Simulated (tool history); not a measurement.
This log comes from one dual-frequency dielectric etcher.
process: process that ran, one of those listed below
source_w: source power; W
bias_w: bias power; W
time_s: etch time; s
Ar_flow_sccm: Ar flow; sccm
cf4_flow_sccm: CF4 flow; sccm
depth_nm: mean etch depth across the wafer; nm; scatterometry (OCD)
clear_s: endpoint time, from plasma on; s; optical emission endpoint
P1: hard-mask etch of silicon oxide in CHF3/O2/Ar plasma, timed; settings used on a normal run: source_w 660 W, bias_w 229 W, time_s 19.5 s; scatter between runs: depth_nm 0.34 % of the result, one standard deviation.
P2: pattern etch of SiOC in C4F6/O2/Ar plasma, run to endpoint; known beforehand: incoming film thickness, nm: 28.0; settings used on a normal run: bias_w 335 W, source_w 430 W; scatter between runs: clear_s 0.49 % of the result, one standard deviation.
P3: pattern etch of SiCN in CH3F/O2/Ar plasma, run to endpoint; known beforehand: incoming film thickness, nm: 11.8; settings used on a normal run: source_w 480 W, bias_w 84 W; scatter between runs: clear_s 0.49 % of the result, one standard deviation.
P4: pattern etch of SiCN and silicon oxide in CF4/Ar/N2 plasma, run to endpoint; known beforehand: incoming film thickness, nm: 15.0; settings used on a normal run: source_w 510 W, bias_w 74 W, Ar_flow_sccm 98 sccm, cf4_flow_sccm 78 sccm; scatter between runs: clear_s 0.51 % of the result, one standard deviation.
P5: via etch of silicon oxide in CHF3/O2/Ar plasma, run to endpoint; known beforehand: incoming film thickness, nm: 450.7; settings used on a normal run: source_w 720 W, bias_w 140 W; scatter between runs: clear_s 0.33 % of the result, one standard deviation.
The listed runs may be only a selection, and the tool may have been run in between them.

run,day,process,source_w,bias_w,time_s,Ar_flow_sccm,cf4_flow_sccm,hours since the last wet clean,hours since the last source power generator calibration,hours since the last bias power generator calibration,depth_nm,clear_s
1,0.471,P1,660,229,19.5,,,104.7,1455.7,945.2,44.203,
2,1.192,P5,990,140,,,,122,1473,962.5,,201.04
3,1.85,P1,660,186,19.5,,,137.8,1488.8,978.3,41.293,
4,2.262,P5,720,140,,,,147.7,1498.7,988.2,,226.13
5,2.908,P1,660,229,19.5,,,163.2,1514.2,1003.7,44.248,
6,3.258,P1,660,229,19.5,,,171.6,1522.6,1012.1,44.219,
7,3.638,P4,510,74,,98,95,180.7,1531.7,1021.2,,15.39
8,4.017,P4,510,74,,98,78,189.8,1540.8,1030.3,,15.801
9,4.496,P1,660,275,19.5,,,201.3,1552.3,1041.8,47.205,
10,5.1,P1,660,229,19.5,,,215.8,1566.8,1056.3,44.368,
11,5.862,P1,480,229,19.5,,,234.1,1585.1,1074.6,39.394,
12,6.467,P3,480,84,,,,248.6,1599.6,1089.1,,27.889
13,7.054,P1,660,229,11,,,262.7,1613.7,1103.2,25.006,
14,7.604,P2,430,335,,,,275.9,1626.9,1116.4,,10.505
15,8.304,P5,720,140,,,,292.7,1643.7,1133.2,,227.75
16,8.896,P1,850,229,28.5,,,306.9,1657.9,1147.4,71.148,
17,9.304,P3,580,84,,,,316.7,1667.7,1157.2,,25.933
18,9.75,P3,480,84,,,,327.4,1678.4,1167.9,,27.827
19,10.267,P4,510,98,,98,78,339.8,1690.8,1180.3,,14.404
20,10.671,P2,520,335,,,,349.5,1700.5,1190,,9.7877
21,11.317,P1,660,229,29,,,365,1716,1205.5,65.503,
22,11.846,P1,930,229,19.5,,,377.7,1728.7,1218.2,50.269,
23,12.246,P2,430,243,,,,387.3,1738.3,1227.8,,11.8
24,12.938,P4,510,74,,69,78,403.9,1754.9,1244.4,,15.146
25,13.442,P1,660,229,19.5,,,416,1767,1256.5,44.236,
26,14.05,P1,660,229,19.5,,,430.6,1781.6,1271.1,44.376,
27,14.667,P3,480,100,,,,445.4,1796.4,1285.9,,25.986
28,15.296,P4,670,74,,98,78,460.5,1811.5,1301,,12.466
29,15.9,P1,780,144,19.5,,,475,1826,1315.5,40.552,
30,16.392,P5,720,83,,,,486.8,1837.8,1327.3,,266.92
31,16.992,P1,660,229,19.5,,,501.2,1852.2,1341.7,44.218,
32,17.442,P1,660,229,19.5,,,512,1863,1352.5,44.337,
33,18.042,P1,660,229,19.5,,,526.4,1877.4,1366.9,43.906,
34,18.629,P1,660,229,19.5,,,540.5,1891.5,1381,43.681,
35,19.05,P1,660,229,19.5,,,550.6,1901.6,1391.1,43.436,
# day 19.45: wet clean of the chamber
36,19.571,P1,660,229,19.5,,,3,1914.1,1403.6,43.621,
37,20.117,P1,660,229,19.5,,,16.1,1927.2,1416.7,43.56,
38,20.908,P1,660,229,19.5,,,35.1,1946.2,1435.7,43.57,
39,21.567,P1,660,229,19.5,,,50.9,1962,1451.5,43.13,
40,22.308,P1,660,229,19.5,,,68.7,1979.8,1469.3,43.63,
41,22.688,P1,660,229,19.5,,,77.8,1988.9,1478.4,43.717,

Compared with where it was, what P1 gives has crept away. Each cause listed below fits the log as well as the rest, at the size given for it:
A: bias power that arrives under what is set, % = 4.76
B: source power that arrives under what is set, % = 4.4
The drift started at roughly day 16.992.
Ruled out, with reasons:
chamber walls in a state that lowers the etch rate, %: serviced after onset, at day 19.45, with no recovery of the prior output

Consider the 4 check runs below, whose results appear as question marks and each of which averages 3 wafers. Which one distinguishes the causes, in that each cause would give it a clearly different result?
check 1,23.067,P4,510,74,,98,78,,,,,?
check 2,23.067,P2,430,335,,,,,,,,?
check 3,23.067,P5,720,140,,,,,,,,?
check 4,23.067,P3,480,84,,,,,,,,?

Check results expected under each cause:
check,result,if A,if B
check 1,clear_s,16.078,16.465
check 2,clear_s,10.731,10.73
check 3,clear_s,231.28,231.81
check 4,clear_s,28.323,28.304
Minimum pairwise separation of causes per check, each pair taken at its best-separating result: check 1 2.38 %; check 2 0 %; check 3 0.23 %; check 4 0.07 %
The other checks would show nearly matching results whichever cause is true, so check 1 is the only one that separates the causes.

Running check 1 produced the following: clear_s 16.052 s. Which one of the listed causes fits?

A is the cause: bias power that arrives under what is set, %.
